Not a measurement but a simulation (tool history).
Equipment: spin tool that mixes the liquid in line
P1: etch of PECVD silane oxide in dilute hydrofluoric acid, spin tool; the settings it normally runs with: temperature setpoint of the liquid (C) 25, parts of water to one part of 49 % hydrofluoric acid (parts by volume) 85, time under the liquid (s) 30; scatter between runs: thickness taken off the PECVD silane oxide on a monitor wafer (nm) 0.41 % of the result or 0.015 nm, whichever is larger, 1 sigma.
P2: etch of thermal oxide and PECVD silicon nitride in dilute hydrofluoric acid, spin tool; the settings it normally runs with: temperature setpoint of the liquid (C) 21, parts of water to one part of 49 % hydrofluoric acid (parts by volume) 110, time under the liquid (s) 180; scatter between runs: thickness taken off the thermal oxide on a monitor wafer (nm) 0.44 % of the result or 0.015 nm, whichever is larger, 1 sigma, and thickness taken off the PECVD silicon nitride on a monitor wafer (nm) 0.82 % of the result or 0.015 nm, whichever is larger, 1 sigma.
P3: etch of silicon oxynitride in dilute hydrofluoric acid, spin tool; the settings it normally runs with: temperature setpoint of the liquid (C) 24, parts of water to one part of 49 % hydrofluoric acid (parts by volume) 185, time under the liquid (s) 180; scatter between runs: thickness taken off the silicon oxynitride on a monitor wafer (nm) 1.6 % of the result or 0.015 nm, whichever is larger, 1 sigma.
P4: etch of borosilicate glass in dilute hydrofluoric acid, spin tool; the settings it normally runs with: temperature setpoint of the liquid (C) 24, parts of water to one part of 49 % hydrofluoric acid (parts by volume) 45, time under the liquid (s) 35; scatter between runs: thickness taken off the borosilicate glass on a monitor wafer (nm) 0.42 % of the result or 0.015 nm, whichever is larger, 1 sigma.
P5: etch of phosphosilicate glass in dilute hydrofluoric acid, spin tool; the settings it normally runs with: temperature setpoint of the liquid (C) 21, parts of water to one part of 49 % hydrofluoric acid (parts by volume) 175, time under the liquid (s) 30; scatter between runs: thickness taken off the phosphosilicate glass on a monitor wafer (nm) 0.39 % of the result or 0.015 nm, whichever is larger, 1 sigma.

run     day  process that ran  temperature setpoint of the liquid (C)  parts of water to one part of 49 % hydrofluoric acid (parts by volume)  time under the liquid (s)  hours since the thermometer was replaced  hours since the hydrofluoric acid flow meter was replaced  thickness taken off the PECVD silane oxide on a monitor wafer (nm)  thickness taken off the thermal oxide on a monitor wafer (nm)  thickness taken off the PECVD silicon nitride on a monitor wafer (nm)  thickness taken off the borosilicate glass on a monitor wafer (nm)  thickness taken off the phosphosilicate glass on a monitor wafer (nm)  thickness taken off the silicon oxynitride on a monitor wafer (nm)
  1   0.604                P1                                      25                                                                      85                         30                                       223                                                      904.3                                                              18.394
  2   1.088                P1                                      29                                                                      85                         30                                     234.6                                                      915.9                                                              21.469
  3   1.554                P1                                    19.5                                                                      85                         55                                     245.8                                                      927.1                                                              27.095
  4   2.175                P2                                      25                                                                     110                        180                                     260.7                                                        942                                                                                                                             8.1414                                                                 3.8497
  5   2.525                P1                                      25                                                                      85                         30                                     269.1                                                      950.4                                                               18.53
  6   3.225                P4                                    31.5                                                                      45                         35                                     285.9                                                      967.2                                                                                                                                                                                                                                                                        50.558
  7   3.833                P1                                      20                                                                      85                         30                                     300.5                                                      981.8                                                              14.982
  8   4.575                P5                                    24.5                                                                     175                         30                                     318.3                                                      999.6                                                                                                                                                                                                                                                                                                                                               18.653
  9   5.288                P1                                      25                                                                      55                         15                                     335.4                                                     1016.7                                                              14.695
 10   5.975                P5                                      21                                                                      65                         30                                     351.9                                                     1033.2                                                                                                                                                                                                                                                                                                                                               49.092
 11   6.438                P1                                      25                                                                      85                         30                                       363                                                     1044.3                                                              18.411
 12   6.775                P4                                      24                                                                      20                         35                                     371.1                                                     1052.4                                                                                                                                                                                                                                                                        86.465
 13     7.3                P1                                      25                                                                      85                         30                                     383.7                                                       1065                                                              18.327
 14   7.933                P4                                      24                                                                      45                         35                                     398.9                                                     1080.2                                                                                                                                                                                                                                                                        37.293
 15   8.708                P3                                      24                                                                     185                        180                                     417.5                                                     1098.8                                                                                                                                                                                                                                                                                                                                                                                                                    1.429
 16   9.121                P1                                      25                                                                     115                         30                                     427.4                                                     1108.7                                                              13.123
 17   9.796                P2                                      21                                                                     160                        180                                     443.6                                                     1124.9                                                                                                                             4.5401                                                                 2.0399
 18  10.567                P1                                      25                                                                      85                         60                                     462.1                                                     1143.4                                                              36.783
 19  11.225                P4                                      24                                                                      45                         15                                     477.9                                                     1159.2                                                                                                                                                                                                                                                                        15.956
 20  11.942                P3                                      24                                                                     185                         45                                     495.1                                                     1176.4                                                                                                                                                                                                                                                                                                                                                                                                                   0.3503
 21  12.412                P2                                      21                                                                     110                        180                                     506.4                                                     1187.7                                                                                                                               6.99                                                                 2.9585
 22  12.921                P5                                      21                                                                     175                         30                                     518.6                                                     1199.9                                                                                                                                                                                                                                                                                                                                               16.259
 23  13.258                P1                                      25                                                                      45                         50                                     526.7                                                       1208                                                              61.366
 24  13.792                P1                                      25                                                                      85                         30                                     539.5                                                     1220.8                                                              18.428
 25  14.446                P4                                      24                                                                      45                         35                                     555.2                                                     1236.5                                                                                                                                                                                                                                                                        37.494
 26  15.062                P5                                      21                                                                     175                         30                                       570                                                     1251.3                                                                                                                                                                                                                                                                                                                                               16.251
 27  15.412                P5                                      21                                                                     175                         15                                     578.4                                                     1259.7                                                                                                                                                                                                                                                                                                                                               8.1034
 28  15.883                P3                                    31.5                                                                     185                        180                                     589.7                                                       1271                                                                                                                                                                                                                                                                                                                                                                                                                   1.9531
 29  16.279                P3                                      24                                                                     250                        180                                     599.2                                                     1280.5                                                                                                                                                                                                                                                                                                                                                                                                                  0.95073
 30   16.75                P1                                      25                                                                      85                         15                                     610.5                                                     1291.8                                                              9.1936
 31  17.204                P1                                      25                                                                      85                         30                                     621.4                                                     1302.7                                                               18.28
 32  17.683                P1                                      25                                                                      50                         30                                     632.9                                                     1314.2                                                              32.965
 33    18.2                P2                                      21                                                                     110                        345                                     645.3                                                     1326.6                                                                                                                             13.358                                                                  5.634
 34   18.55                P1                                      25                                                                      85                         30                                     653.7                                                       1335                                                              18.346
 35   19.25                P1                                      25                                                                      85                         30                                     670.5                                                     1351.8                                                              17.803
 36  19.896                P1                                      25                                                                      85                         30                                       686                                                     1367.3                                                              17.619
 37  20.479                P1                                      25                                                                      85                         30                                       700                                                     1381.3                                                              17.445
 38  21.129                P1                                      25                                                                      85                         30                                     715.6                                                     1396.9                                                              17.389
 39  21.812                P1                                      25                                                                      85                         30                                       732                                                     1413.3                                                               17.34
 40  22.479                P1                                      25                                                                      85                         30                                       748                                                     1429.3                                                               17.26

The log shows P1 creeping away from where it was. Any of the 2 causes listed here, at the size stated for it, fits the log just as well as the others:
A: hydrofluoric acid flow below the setpoint (%) = 5.06
B: liquid colder than its thermometer reads (K) = 1.45
At approximately day 18.55, the process output began to creep.

The 4 check runs listed below each average the results of 2 wafers, and their outcomes are marked with question marks. Under which run would the listed causes produce clearly different results?
check 1  23.146                P2                                      21                                                                     110                        345                                                                                                                                                                                                                                       ?                                                                      ?
check 2  23.146                P4                                    30.5                                                                      45                         35                                                                                                                                                                                                                                                                                                                                                                                  ?
check 3  23.146                P3                                      27                                                                     185                        180                                                                                                                                                                                                                                                                                                                                                                                                                                                                                                                             ?
check 4  23.146                P5                                      24                                                                      90                         30                                                                                                                                                                                                                                                                                                                                                                                                                                                         ?

Predicted outcomes, by check and by cause:
  check                                                                 result    if A    if B
check 1          thickness taken off the thermal oxide on a monitor wafer (nm)  12.618  12.611
check 1  thickness taken off the PECVD silicon nitride on a monitor wafer (nm)  5.3667  5.1187
check 2     thickness taken off the borosilicate glass on a monitor wafer (nm)  45.753  45.681
check 3     thickness taken off the silicon oxynitride on a monitor wafer (nm)  1.5124   1.507
check 4  thickness taken off the phosphosilicate glass on a monitor wafer (nm)   36.89  36.878
Per check, the gap between the least separated pair of causes, taken in the result that splits them most: check 1 4.73 %; check 2 0.16 %; check 3 0.36 %; check 4 0.03 %
Only in check 1 would the causes give clearly different results; in the remaining checks their results would be nearly the same.

Check 1 was then run and gave: thickness taken off the thermal oxide on a monitor wafer (nm) 12.554; thickness taken off the PECVD silicon nitride on a monitor wafer (nm) 5.0819. Which cause is it?

It is B: liquid colder than its thermometer reads (K).

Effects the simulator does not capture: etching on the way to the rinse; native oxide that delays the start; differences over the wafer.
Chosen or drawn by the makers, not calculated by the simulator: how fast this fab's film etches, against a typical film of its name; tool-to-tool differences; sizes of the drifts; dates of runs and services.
